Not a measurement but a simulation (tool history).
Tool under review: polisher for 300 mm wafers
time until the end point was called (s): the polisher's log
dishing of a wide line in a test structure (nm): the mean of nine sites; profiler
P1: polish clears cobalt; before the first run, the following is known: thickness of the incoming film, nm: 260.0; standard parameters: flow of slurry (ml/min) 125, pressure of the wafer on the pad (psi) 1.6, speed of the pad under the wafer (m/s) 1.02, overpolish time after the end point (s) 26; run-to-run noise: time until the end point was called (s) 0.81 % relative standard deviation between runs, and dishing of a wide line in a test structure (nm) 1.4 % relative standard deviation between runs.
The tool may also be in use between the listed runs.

run   hour  flow of slurry (ml/min)  pressure of the wafer on the pad (psi)  speed of the pad under the wafer (m/s)  overpolish time after the end point (s)  wafers polished on this pad  hours since the slurry nozzle was cleaned  hours since the head pressure was calibrated  time until the end point was called (s)  dishing of a wide line in a test structure (nm)
  1   11.7                      125                                     1.6                                    1.02                                       26                          178                                        222                                         640.9                                   55.598                                           71.194
  2   28.9                       90                                     1.6                                    0.66                                       26                          294                                      239.2                                         658.1                                   91.634                                           52.864
  3   39.5                      125                                     1.6                                    1.02                                       26                          365                                      249.8                                         668.7                                   55.531                                           72.678
      40.8  -- slurry nozzle cleaned
  4   51.8                      125                                     0.9                                    1.02                                       26                          447                                       11.1                                           681                                   97.441                                           49.463
  5   66.1                      125                                     1.6                                    1.02                                       26                          543                                       25.4                                         695.3                                    54.31                                           70.139
  6   81.1                      125                                     1.6                                    1.02                                       26                          644                                       40.4                                         710.3                                   55.349                                           69.866
  7   91.8                      125                                     1.6                                    1.02                                       26                          716                                       51.1                                           721                                   55.208                                           71.733
  8  104.4                      125                                     1.6                                    1.02                                       26                          800                                       63.7                                         733.6                                   55.165                                           70.544
  9    114                       90                                     1.6                                    1.02                                       26                          865                                       73.3                                         743.2                                   59.504                                           66.583
 10  128.8                      125                                     1.6                                    1.02                                       26                          964                                       88.1                                           758                                   54.585                                           68.516
 11  142.3                      125                                     2.5                                    1.02                                       26                         1055                                      101.6                                         771.5                                   35.057                                           83.875
 12  160.7                      190                                     1.6                                    1.02                                       26                         1178                                        120                                         789.9                                   51.409                                           70.358
 13  171.4                      125                                     1.6                                    1.38                                       26                         1250                                      130.7                                         800.6                                   41.248                                           79.692
 14  183.7                      125                                     1.6                                    1.02                                       44                         1333                                        143                                         812.9                                    55.03                                           87.919
 15  197.9                      125                                     1.6                                    1.02                                        8                         1428                                      157.2                                         827.1                                   55.051                                           31.491
 16  215.9                      125                                     1.6                                    0.54                                       26                         1549                                      175.2                                         845.1                                    104.6                                           49.309
 17  224.8                      125                                     1.6                                    1.02                                       26                         1608                                      184.1                                           854                                   54.937                                           71.033
 18  235.7                      125                                     1.6                                    1.02                                       26                         1682                                        195                                         864.9                                   56.158                                           70.243

Estimate the outcome of run 19 from the log above:
 19  245.9                      125                                     1.6                                    1.02                                       26                         1750                                      205.2                                         875.1                                        ?                                                ?

Run 19 came out at time until the end point was called (s) 58.494, dishing of a wide line in a test structure (nm) 68.507.
